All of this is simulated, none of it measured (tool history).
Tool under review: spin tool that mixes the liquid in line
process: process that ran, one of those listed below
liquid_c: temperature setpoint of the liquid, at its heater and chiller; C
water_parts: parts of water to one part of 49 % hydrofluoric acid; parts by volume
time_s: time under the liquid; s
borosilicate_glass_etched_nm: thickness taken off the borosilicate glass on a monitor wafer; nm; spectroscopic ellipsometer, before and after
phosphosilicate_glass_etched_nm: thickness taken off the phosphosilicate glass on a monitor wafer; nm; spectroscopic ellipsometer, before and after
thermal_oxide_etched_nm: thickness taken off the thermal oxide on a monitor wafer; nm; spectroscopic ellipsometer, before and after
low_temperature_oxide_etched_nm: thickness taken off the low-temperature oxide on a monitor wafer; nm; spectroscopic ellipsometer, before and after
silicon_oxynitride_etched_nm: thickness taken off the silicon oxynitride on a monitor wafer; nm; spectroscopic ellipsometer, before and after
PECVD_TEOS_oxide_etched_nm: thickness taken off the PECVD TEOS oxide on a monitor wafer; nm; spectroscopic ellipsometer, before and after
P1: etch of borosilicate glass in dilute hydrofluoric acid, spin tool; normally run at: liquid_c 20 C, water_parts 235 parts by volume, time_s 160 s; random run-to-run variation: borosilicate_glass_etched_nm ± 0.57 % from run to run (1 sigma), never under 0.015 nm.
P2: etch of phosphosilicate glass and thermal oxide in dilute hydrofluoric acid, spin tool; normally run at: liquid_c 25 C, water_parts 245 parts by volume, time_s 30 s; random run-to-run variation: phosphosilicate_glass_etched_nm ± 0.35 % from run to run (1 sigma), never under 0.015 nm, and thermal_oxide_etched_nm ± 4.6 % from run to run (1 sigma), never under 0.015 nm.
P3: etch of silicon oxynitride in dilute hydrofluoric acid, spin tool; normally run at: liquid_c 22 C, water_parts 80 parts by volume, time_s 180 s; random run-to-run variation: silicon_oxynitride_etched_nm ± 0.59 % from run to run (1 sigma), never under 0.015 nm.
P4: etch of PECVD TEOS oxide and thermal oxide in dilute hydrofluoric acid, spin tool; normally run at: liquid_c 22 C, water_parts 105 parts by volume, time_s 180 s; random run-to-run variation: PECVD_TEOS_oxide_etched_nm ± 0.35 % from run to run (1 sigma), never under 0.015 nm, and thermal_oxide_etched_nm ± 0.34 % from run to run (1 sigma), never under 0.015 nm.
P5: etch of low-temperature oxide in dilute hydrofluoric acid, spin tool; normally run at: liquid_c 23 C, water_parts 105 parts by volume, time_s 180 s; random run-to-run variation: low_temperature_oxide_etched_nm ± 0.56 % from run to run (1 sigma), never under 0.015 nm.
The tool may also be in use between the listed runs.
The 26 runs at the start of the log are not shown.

run	hour	process	liquid_c	water_parts	time_s	borosilicate_glass_etched_nm	phosphosilicate_glass_etched_nm	thermal_oxide_etched_nm	low_temperature_oxide_etched_nm	silicon_oxynitride_etched_nm	PECVD_TEOS_oxide_etched_nm
27	298.7	P3	22	25	180					21.198	
28	306.4	P4	22	105	180			7.5664			13.103
29	320.9	P3	22	80	265					9.3744	
30	328.2	P2	25	55	30		97.923	2.8269			
31	341.6	P2	25	245	30		17.517	0.50695			
32	357	P5	23	60	180				83.775		
33	370.2	P1	20	235	160	17.678					
34	381	P1	20	235	160	18.391					
35	388.5	P1	20	235	160	18.357					
36	403.9	P1	20	235	160	18.758					
37	418.8	P1	20	235	160	19.192					
38	427.8	P1	20	235	160	19.102					
39	439.4	P1	20	235	160	19.062					
40	452.3	P1	20	235	160	19.154					
41	462.9	P1	20	235	160	19.112					
42	471.5	P1	20	235	160	19.13					

Run 43, settings as shown, results not yet in. Your forecast:
43	483.7	P1	20	235	160	?					

Run 43 produced borosilicate_glass_etched_nm 19.276 nm.
